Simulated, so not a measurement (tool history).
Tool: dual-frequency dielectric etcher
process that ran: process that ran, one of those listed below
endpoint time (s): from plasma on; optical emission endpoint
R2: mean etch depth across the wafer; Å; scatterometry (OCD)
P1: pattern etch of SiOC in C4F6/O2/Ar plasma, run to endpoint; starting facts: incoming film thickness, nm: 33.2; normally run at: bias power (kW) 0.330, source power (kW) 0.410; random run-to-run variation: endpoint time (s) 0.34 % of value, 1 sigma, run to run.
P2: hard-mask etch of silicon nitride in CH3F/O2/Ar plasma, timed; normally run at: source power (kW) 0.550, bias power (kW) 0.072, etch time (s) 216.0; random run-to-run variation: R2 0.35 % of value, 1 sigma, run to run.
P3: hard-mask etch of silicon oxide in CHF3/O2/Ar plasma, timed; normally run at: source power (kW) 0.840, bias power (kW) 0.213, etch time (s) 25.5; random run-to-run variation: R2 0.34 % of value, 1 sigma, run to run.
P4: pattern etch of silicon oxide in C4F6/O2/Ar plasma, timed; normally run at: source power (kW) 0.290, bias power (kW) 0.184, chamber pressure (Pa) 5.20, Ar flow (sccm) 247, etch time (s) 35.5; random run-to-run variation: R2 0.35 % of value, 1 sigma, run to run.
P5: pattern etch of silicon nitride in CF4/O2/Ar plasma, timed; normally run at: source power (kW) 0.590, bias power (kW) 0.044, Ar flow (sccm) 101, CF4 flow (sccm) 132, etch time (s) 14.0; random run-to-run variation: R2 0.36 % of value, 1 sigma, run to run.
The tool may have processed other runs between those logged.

{"run": 1, "day": 0.458, "process that ran": "P1", "bias power (kW)": 0.33, "source power (kW)": 0.41, "endpoint time (s)": 12.667}
{"run": 2, "day": 0.875, "process that ran": "P5", "bias power (kW)": 0.044, "source power (kW)": 0.59, "Ar flow (sccm)": 71, "CF4 flow (sccm)": 132, "etch time (s)": 14.0, "R2": 323.32}
{"run": 3, "day": 1.138, "process that ran": "P3", "bias power (kW)": 0.213, "source power (kW)": 0.84, "etch time (s)": 25.5, "R2": 594.34}
{"run": 4, "day": 1.546, "process that ran": "P5", "bias power (kW)": 0.044, "source power (kW)": 0.59, "Ar flow (sccm)": 101, "CF4 flow (sccm)": 132, "etch time (s)": 14.0, "R2": 310.23}
{"run": 5, "day": 1.892, "process that ran": "P3", "bias power (kW)": 0.213, "source power (kW)": 0.68, "etch time (s)": 25.5, "R2": 548.45}
{"run": 6, "day": 2.171, "process that ran": "P4", "bias power (kW)": 0.184, "source power (kW)": 0.29, "Ar flow (sccm)": 302, "etch time (s)": 35.5, "chamber pressure (Pa)": 5.2, "R2": 970.07}
{"run": 7, "day": 2.646, "process that ran": "P3", "bias power (kW)": 0.283, "source power (kW)": 0.84, "etch time (s)": 25.5, "R2": 661.73}
{"run": 8, "day": 2.988, "process that ran": "P5", "bias power (kW)": 0.044, "source power (kW)": 0.74, "Ar flow (sccm)": 101, "CF4 flow (sccm)": 132, "etch time (s)": 14.0, "R2": 378.29}
{"run": 9, "day": 3.383, "process that ran": "P2", "bias power (kW)": 0.072, "source power (kW)": 0.55, "etch time (s)": 216.0, "R2": 1689.8}
{"run": 10, "day": 3.625, "process that ran": "P2", "bias power (kW)": 0.072, "source power (kW)": 0.35, "etch time (s)": 216.0, "R2": 1426.7}
{"run": 11, "day": 4.05, "process that ran": "P1", "bias power (kW)": 0.33, "source power (kW)": 0.3, "endpoint time (s)": 14.253}
{"run": 12, "day": 4.496, "process that ran": "P4", "bias power (kW)": 0.184, "source power (kW)": 0.29, "Ar flow (sccm)": 247, "etch time (s)": 20.0, "chamber pressure (Pa)": 5.2, "R2": 556.97}
{"run": 13, "day": 4.938, "process that ran": "P3", "bias power (kW)": 0.213, "source power (kW)": 0.84, "etch time (s)": 37.5, "R2": 875.47}
{"run": 14, "day": 5.308, "process that ran": "P5", "bias power (kW)": 0.044, "source power (kW)": 0.59, "Ar flow (sccm)": 101, "CF4 flow (sccm)": 132, "etch time (s)": 20.5, "R2": 455.22}
{"run": 15, "day": 5.596, "process that ran": "P1", "bias power (kW)": 0.33, "source power (kW)": 0.41, "endpoint time (s)": 12.723}
{"run": 16, "day": 6.008, "process that ran": "P2", "bias power (kW)": 0.072, "source power (kW)": 0.55, "etch time (s)": 125.0, "R2": 981.52}
{"run": 17, "day": 6.458, "process that ran": "P1", "bias power (kW)": 0.33, "source power (kW)": 0.41, "endpoint time (s)": 12.592}
{"run": 18, "day": 6.725, "process that ran": "P5", "bias power (kW)": 0.044, "source power (kW)": 0.59, "Ar flow (sccm)": 101, "CF4 flow (sccm)": 181, "etch time (s)": 14.0, "R2": 320.87}
{"run": 19, "day": 7.025, "process that ran": "P4", "bias power (kW)": 0.184, "source power (kW)": 0.29, "Ar flow (sccm)": 247, "etch time (s)": 35.5, "chamber pressure (Pa)": 6.73, "R2": 949.41}
{"run": 20, "day": 7.296, "process that ran": "P4", "bias power (kW)": 0.11, "source power (kW)": 0.29, "Ar flow (sccm)": 247, "etch time (s)": 35.5, "chamber pressure (Pa)": 5.2, "R2": 841.89}
{"run": 21, "day": 7.692, "process that ran": "P1", "bias power (kW)": 0.33, "source power (kW)": 0.52, "endpoint time (s)": 11.557}
{"run": 22, "day": 8.029, "process that ran": "P2", "bias power (kW)": 0.055, "source power (kW)": 0.55, "etch time (s)": 216.0, "R2": 1541.4}
{"run": 23, "day": 8.283, "process that ran": "P4", "bias power (kW)": 0.184, "source power (kW)": 0.2, "Ar flow (sccm)": 247, "etch time (s)": 35.5, "chamber pressure (Pa)": 5.2, "R2": 854.72}
{"run": 24, "day": 8.554, "process that ran": "P1", "bias power (kW)": 0.444, "source power (kW)": 0.28, "endpoint time (s)": 13.031}
{"run": 25, "day": 8.862, "process that ran": "P5", "bias power (kW)": 0.044, "source power (kW)": 0.59, "Ar flow (sccm)": 101, "CF4 flow (sccm)": 132, "etch time (s)": 14.0, "R2": 310.41}
{"run": 26, "day": 9.117, "process that ran": "P1", "bias power (kW)": 0.228, "source power (kW)": 0.41, "endpoint time (s)": 14.262}
{"run": 27, "day": 9.442, "process that ran": "P1", "bias power (kW)": 0.248, "source power (kW)": 0.48, "endpoint time (s)": 13.103}
{"run": 28, "day": 9.908, "process that ran": "P1", "bias power (kW)": 0.397, "source power (kW)": 0.41, "endpoint time (s)": 11.87}
{"run": 29, "day": 10.229, "process that ran": "P5", "bias power (kW)": 0.058, "source power (kW)": 0.59, "Ar flow (sccm)": 101, "CF4 flow (sccm)": 132, "etch time (s)": 14.0, "R2": 345.1}
{"run": 30, "day": 10.562, "process that ran": "P1", "bias power (kW)": 0.274, "source power (kW)": 0.28, "endpoint time (s)": 15.654}
{"run": 31, "day": 10.9, "process that ran": "P1", "bias power (kW)": 0.33, "source power (kW)": 0.41, "endpoint time (s)": 12.607}
{"run": 32, "day": 11.108, "process that ran": "P4", "bias power (kW)": 0.184, "source power (kW)": 0.29, "Ar flow (sccm)": 247, "etch time (s)": 35.5, "chamber pressure (Pa)": 5.2, "R2": 988.42}
{"run": 33, "day": 11.512, "process that ran": "P3", "bias power (kW)": 0.213, "source power (kW)": 0.84, "etch time (s)": 25.5, "R2": 597.13}
{"run": 34, "day": 11.867, "process that ran": "P1", "bias power (kW)": 0.33, "source power (kW)": 0.41, "endpoint time (s)": 12.657}
{"run": 35, "day": 12.121, "process that ran": "P1", "bias power (kW)": 0.33, "source power (kW)": 0.41, "endpoint time (s)": 12.694}
{"run": 36, "day": 12.4, "process that ran": "P1", "bias power (kW)": 0.33, "source power (kW)": 0.41, "endpoint time (s)": 12.819}
{"run": 37, "day": 12.733, "process that ran": "P1", "bias power (kW)": 0.33, "source power (kW)": 0.41, "endpoint time (s)": 12.803}
{"run": 38, "day": 13.171, "process that ran": "P1", "bias power (kW)": 0.33, "source power (kW)": 0.41, "endpoint time (s)": 12.838}
{"day": 13.496, "done": "wet clean of the chamber"}
{"run": 39, "day": 13.608, "process that ran": "P1", "bias power (kW)": 0.33, "source power (kW)": 0.41, "endpoint time (s)": 12.86}
{"run": 40, "day": 13.95, "process that ran": "P1", "bias power (kW)": 0.33, "source power (kW)": 0.41, "endpoint time (s)": 12.824}
{"run": 41, "day": 14.388, "process that ran": "P1", "bias power (kW)": 0.33, "source power (kW)": 0.41, "endpoint time (s)": 12.897}
{"run": 42, "day": 14.6, "process that ran": "P1", "bias power (kW)": 0.33, "source power (kW)": 0.41, "endpoint time (s)": 12.9}

What P1 gives has crept off from where it sat before. The 2 causes that follow fit the log equally well, each at the size noted:
A: source power that arrives under what is set, % = 4.4
B: bias power that arrives under what is set, % = 4.75
The process output started creeping at around day 11.867.
All other causes, with the reason each is excluded:
chamber walls in a state that lowers the etch rate, %: serviced after onset, at day 13.496, with no recovery of the prior output

The 4 check runs listed below each average the results of 2 wafers, and their outcomes are marked with question marks. Under which run would the listed causes produce clearly different results?
{"run": "check 1", "day": 14.812, "process that ran": "P4", "bias power (kW)": 0.184, "source power (kW)": 0.29, "Ar flow (sccm)": 247, "etch time (s)": 35.5, "chamber pressure (Pa)": 5.2, "R2": "?"}
{"run": "check 2", "day": 14.812, "process that ran": "P5", "bias power (kW)": 0.044, "source power (kW)": 0.59, "Ar flow (sccm)": 101, "CF4 flow (sccm)": 132, "etch time (s)": 14.0, "R2": "?"}
{"run": "check 3", "day": 14.812, "process that ran": "P2", "bias power (kW)": 0.072, "source power (kW)": 0.55, "etch time (s)": 216.0, "R2": "?"}
{"run": "check 4", "day": 14.812, "process that ran": "P3", "bias power (kW)": 0.213, "source power (kW)": 0.84, "etch time (s)": 25.5, "R2": "?"}

Check results expected under each cause:
check=check_1 result=R2 if_A=969.06 if_B=970.65
check=check_2 result=R2 if_A=297.98 if_B=304.85
check=check_3 result=R2 if_A=1656.30 if_B=1658.00
check=check_4 result=R2 if_A=587.19 if_B=587.60
Minimum pairwise separation of causes per check, each pair taken at its best-separating result: check 1 0.16 %; check 2 2.28 %; check 3 0.1 %; check 4 0.07 %
The causes can be told apart only by check 2. The other checks would give nearly the same results under each of them.

Check 2 has now been run. It gave: R2 297.19 Å. Which of the candidate causes is it?

The correct cause is A, namely: source power that arrives under what is set, %.
